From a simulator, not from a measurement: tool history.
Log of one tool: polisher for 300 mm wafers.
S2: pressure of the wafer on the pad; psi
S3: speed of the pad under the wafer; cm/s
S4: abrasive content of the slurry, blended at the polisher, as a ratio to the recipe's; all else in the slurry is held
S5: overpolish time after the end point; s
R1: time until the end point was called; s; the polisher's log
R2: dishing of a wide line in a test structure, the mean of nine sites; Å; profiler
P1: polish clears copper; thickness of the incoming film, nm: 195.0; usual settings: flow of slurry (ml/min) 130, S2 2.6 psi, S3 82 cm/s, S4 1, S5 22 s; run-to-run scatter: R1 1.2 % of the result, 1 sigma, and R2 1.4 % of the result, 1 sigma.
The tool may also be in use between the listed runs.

Run 1, hour 7.1: flow of slurry (ml/min) 130, S2 2.6 psi, S3 82 cm/s, S4 1, S5 22 s. Result: R1 101.06 s, R2 297.99 Å.
Run 2, hour 14.3: flow of slurry (ml/min) 130, S2 2.6 psi, S3 82 cm/s, S4 1, S5 22 s. Result: R1 98.038 s, R2 307.96 Å.
Run 3, hour 23.4: flow of slurry (ml/min) 130, S2 2.6 psi, S3 112 cm/s, S4 1, S5 22 s. Result: R1 71.409 s, R2 395.57 Å.
Run 4, hour 35.4: flow of slurry (ml/min) 130, S2 2.6 psi, S3 82 cm/s, S4 1, S5 7 s. Result: R1 99.536 s, R2 104.82 Å.
Run 5, hour 41.4: flow of slurry (ml/min) 130, S2 2.6 psi, S3 82 cm/s, S4 1.5, S5 22 s. Result: R1 93.122 s, R2 326.57 Å.
Run 6, hour 49.5: flow of slurry (ml/min) 80, S2 2.6 psi, S3 82 cm/s, S4 1, S5 32 s. Result: R1 108.16 s, R2 369.67 Å.
At hour 55.8: head pressure recalibrated.
Run 7, hour 55.9: flow of slurry (ml/min) 200, S2 3.6 psi, S3 82 cm/s, S4 1, S5 22 s. Result: R1 65.989 s, R2 421.39 Å.
Run 8, hour 62.1: flow of slurry (ml/min) 130, S2 2.6 psi, S3 82 cm/s, S4 1, S5 22 s. Result: R1 97.031 s, R2 298.69 Å.
At hour 65.7: slurry blender recalibrated.
Run 9, hour 71.2: flow of slurry (ml/min) 80, S2 2.6 psi, S3 82 cm/s, S4 1, S5 22 s. Result: R1 110.42 s, R2 269.64 Å.
Run 10, hour 82: flow of slurry (ml/min) 130, S2 2.6 psi, S3 82 cm/s, S4 0.7, S5 22 s. Result: R1 106.27 s, R2 287.96 Å.
Run 11, hour 92: flow of slurry (ml/min) 130, S2 2.6 psi, S3 82 cm/s, S4 1, S5 22 s. Result: R1 98.222 s, R2 303.95 Å.
Run 12, hour 103.8: flow of slurry (ml/min) 130, S2 2.6 psi, S3 82 cm/s, S4 1, S5 44 s. Result: R1 98.555 s, R2 508.57 Å.
Run 13, hour 110.9: flow of slurry (ml/min) 130, S2 2.6 psi, S3 48 cm/s, S4 1, S5 22 s. Result: R1 166.34 s, R2 189.25 Å.
Run 14, hour 116.3: flow of slurry (ml/min) 130, S2 1.4 psi, S3 82 cm/s, S4 1, S5 22 s. Result: R1 186.41 s, R2 168.96 Å.
Run 15, hour 122.2: flow of slurry (ml/min) 130, S2 3.3 psi, S3 82 cm/s, S4 1, S5 22 s. Result: R1 77.769 s, R2 378.19 Å.
Run 16, hour 133.2: flow of slurry (ml/min) 80, S2 2.6 psi, S3 52 cm/s, S4 1, S5 22 s. Result: R1 174.75 s, R2 184.89 Å.
Run 17, hour 139.2: flow of slurry (ml/min) 175, S2 2.6 psi, S3 82 cm/s, S4 1, S5 22 s. Result: R1 95.023 s, R2 322.95 Å.
Run 18, hour 149.3: flow of slurry (ml/min) 130, S2 2.6 psi, S3 82 cm/s, S4 1, S5 22 s. Result: R1 98.068 s, R2 295.73 Å.
Run 19, hour 156.4: flow of slurry (ml/min) 130, S2 2.6 psi, S3 82 cm/s, S4 1, S5 22 s. Result: R1 97.809 s, R2 308.44 Å.
Run 20, hour 163.7: flow of slurry (ml/min) 130, S2 2.6 psi, S3 82 cm/s, S4 1, S5 22 s. Result: R1 103.17 s, R2 291.59 Å.
Run 21, hour 172.9: flow of slurry (ml/min) 130, S2 2.6 psi, S3 82 cm/s, S4 1, S5 22 s. Result: R1 104.84 s, R2 290.21 Å.
Run 22, hour 182.6: flow of slurry (ml/min) 130, S2 2.6 psi, S3 82 cm/s, S4 1, S5 22 s. Result: R1 108.08 s, R2 285.04 Å.
Run 23, hour 189.3: flow of slurry (ml/min) 130, S2 2.6 psi, S3 82 cm/s, S4 1, S5 22 s. Result: R1 108.02 s, R2 275.55 Å.
Run 24, hour 194.6: flow of slurry (ml/min) 130, S2 2.6 psi, S3 82 cm/s, S4 1, S5 22 s. Result: R1 107.63 s, R2 278.15 Å.
Run 25, hour 201: flow of slurry (ml/min) 130, S2 2.6 psi, S3 82 cm/s, S4 1, S5 22 s. Result: R1 109.58 s, R2 272.86 Å.

Run 26 comes next. What will it give?
At hour 201.2: head pressure recalibrated.
Run 26, hour 212.6: flow of slurry (ml/min) 130, S2 2.6 psi, S3 82 cm/s, S4 1, S5 22 s. Result: R1 ?, R2 ?.

Run 26 gave R1 108.64 s, R2 278.34 Å.
